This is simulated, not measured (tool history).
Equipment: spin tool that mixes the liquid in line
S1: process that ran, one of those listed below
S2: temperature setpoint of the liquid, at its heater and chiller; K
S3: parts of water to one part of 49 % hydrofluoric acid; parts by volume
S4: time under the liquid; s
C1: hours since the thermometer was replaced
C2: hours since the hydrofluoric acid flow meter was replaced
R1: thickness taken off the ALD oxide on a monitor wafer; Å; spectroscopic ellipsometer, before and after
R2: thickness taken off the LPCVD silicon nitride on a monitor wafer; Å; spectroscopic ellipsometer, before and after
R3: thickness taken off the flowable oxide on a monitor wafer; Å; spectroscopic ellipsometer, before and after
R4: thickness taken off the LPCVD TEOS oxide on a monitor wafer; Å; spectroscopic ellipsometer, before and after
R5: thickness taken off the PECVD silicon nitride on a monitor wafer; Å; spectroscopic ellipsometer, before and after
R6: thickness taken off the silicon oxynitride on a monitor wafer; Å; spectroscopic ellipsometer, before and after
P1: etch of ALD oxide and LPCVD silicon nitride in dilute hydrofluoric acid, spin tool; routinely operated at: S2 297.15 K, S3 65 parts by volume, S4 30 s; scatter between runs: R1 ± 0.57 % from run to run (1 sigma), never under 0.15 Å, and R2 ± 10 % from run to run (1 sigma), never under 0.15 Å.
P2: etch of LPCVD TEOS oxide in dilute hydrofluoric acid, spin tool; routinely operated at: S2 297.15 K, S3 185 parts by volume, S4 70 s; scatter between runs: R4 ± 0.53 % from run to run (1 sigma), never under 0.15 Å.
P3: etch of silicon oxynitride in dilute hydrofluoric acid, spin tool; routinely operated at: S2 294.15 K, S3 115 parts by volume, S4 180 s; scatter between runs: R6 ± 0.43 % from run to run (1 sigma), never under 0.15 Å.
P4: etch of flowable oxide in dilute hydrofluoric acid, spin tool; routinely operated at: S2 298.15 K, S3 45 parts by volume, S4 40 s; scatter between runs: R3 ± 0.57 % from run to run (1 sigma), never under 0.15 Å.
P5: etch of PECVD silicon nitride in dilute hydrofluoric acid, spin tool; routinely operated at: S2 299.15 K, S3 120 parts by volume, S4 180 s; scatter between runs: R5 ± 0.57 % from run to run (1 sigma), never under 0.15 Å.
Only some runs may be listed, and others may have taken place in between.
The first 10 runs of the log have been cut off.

{"run": 11, "day": 2.854, "S1": "P1", "S2": 297.15, "S3": 65, "S4": 15, "C1": 1775.1, "C2": 331.8, "R1": 51.827, "R2": 1.4629}
{"run": 12, "day": 3.083, "S1": "P1", "S2": 297.15, "S3": 65, "S4": 45, "C1": 1780.6, "C2": 337.3, "R1": 154.93, "R2": 3.1804}
{"run": 13, "day": 3.375, "S1": "P1", "S2": 297.15, "S3": 65, "S4": 30, "C1": 1787.6, "C2": 344.3, "R1": 102.33, "R2": 2.3806}
{"run": 14, "day": 3.542, "S1": "P1", "S2": 297.15, "S3": 35, "S4": 30, "C1": 1791.6, "C2": 348.3, "R1": 197.79, "R2": 3.7948}
{"run": 15, "day": 3.712, "S1": "P5", "S2": 299.15, "S3": 60, "S4": 180, "C1": 1795.7, "C2": 352.4, "R5": 104.19}
{"run": 16, "day": 3.867, "S1": "P1", "S2": 293.15, "S3": 65, "S4": 50, "C1": 1799.4, "C2": 356.1, "R1": 145.44, "R2": 2.9197}
{"run": 17, "day": 4.104, "S1": "P4", "S2": 298.15, "S3": 45, "S4": 40, "C1": 1805.1, "C2": 361.8, "R3": 496.63}
{"run": 18, "day": 4.421, "S1": "P5", "S2": 299.15, "S3": 120, "S4": 180, "C1": 1812.7, "C2": 369.4, "R5": 51.828}
{"run": 19, "day": 4.621, "S1": "P1", "S2": 297.15, "S3": 65, "S4": 30, "C1": 1817.5, "C2": 374.2, "R1": 101.86, "R2": 2.2694}
{"run": 20, "day": 4.829, "S1": "P3", "S2": 294.15, "S3": 115, "S4": 180, "C1": 1822.5, "C2": 379.2, "R6": 61.971}
{"run": 21, "day": 5.025, "S1": "P5", "S2": 291.65, "S3": 120, "S4": 180, "C1": 1827.2, "C2": 383.9, "R5": 32.103}
{"run": 22, "day": 5.304, "S1": "P1", "S2": 297.15, "S3": 65, "S4": 30, "C1": 1833.9, "C2": 390.6, "R1": 102.66, "R2": 2.0944}
{"run": 23, "day": 5.654, "S1": "P3", "S2": 294.15, "S3": 195, "S4": 180, "C1": 1842.3, "C2": 399.0, "R6": 34.766}
{"run": 24, "day": 5.988, "S1": "P2", "S2": 297.15, "S3": 185, "S4": 70, "C1": 1850.3, "C2": 407.0, "R4": 56.205}
{"run": 25, "day": 6.254, "S1": "P1", "S2": 302.15, "S3": 65, "S4": 30, "C1": 1856.7, "C2": 413.4, "R1": 125.44, "R2": 2.9614}
{"run": 26, "day": 6.521, "S1": "P4", "S2": 298.15, "S3": 45, "S4": 40, "C1": 1863.1, "C2": 419.8, "R3": 502.29}
{"run": 27, "day": 6.767, "S1": "P5", "S2": 299.15, "S3": 120, "S4": 310, "C1": 1869.0, "C2": 425.7, "R5": 88.265}
{"run": 28, "day": 6.933, "S1": "P4", "S2": 298.15, "S3": 60, "S4": 40, "C1": 1873.0, "C2": 429.7, "R3": 367.85}
{"run": 29, "day": 7.175, "S1": "P2", "S2": 305.15, "S3": 185, "S4": 70, "C1": 1878.8, "C2": 435.5, "R4": 75.503}
{"run": 30, "day": 7.496, "S1": "P3", "S2": 301.65, "S3": 115, "S4": 180, "C1": 1886.5, "C2": 443.2, "R6": 89.401}
{"run": 31, "day": 7.696, "S1": "P3", "S2": 294.15, "S3": 115, "S4": 300, "C1": 1891.3, "C2": 448.0, "R6": 104.25}
{"run": 32, "day": 8.038, "S1": "P1", "S2": 297.15, "S3": 65, "S4": 30, "C1": 1899.5, "C2": 456.2, "R1": 102.65, "R2": 1.973}
{"run": 33, "day": 8.354, "S1": "P1", "S2": 297.15, "S3": 65, "S4": 30, "C1": 1907.1, "C2": 463.8, "R1": 103.11, "R2": 2.1619}
{"run": 34, "day": 8.638, "S1": "P1", "S2": 297.15, "S3": 65, "S4": 30, "C1": 1913.9, "C2": 470.6, "R1": 103.28, "R2": 1.9128}
{"run": 35, "day": 8.796, "S1": "P1", "S2": 297.15, "S3": 65, "S4": 30, "C1": 1917.7, "C2": 474.4, "R1": 106.57, "R2": 2.4325}

For run 36, what comes out?
{"run": 36, "day": 9.025, "S1": "P1", "S2": 297.15, "S3": 65, "S4": 30, "C1": 1923.2, "C2": 479.9, "R1": "?", "R2": "?"}

R1: 106.980 Å
R2: 2.78020 Å
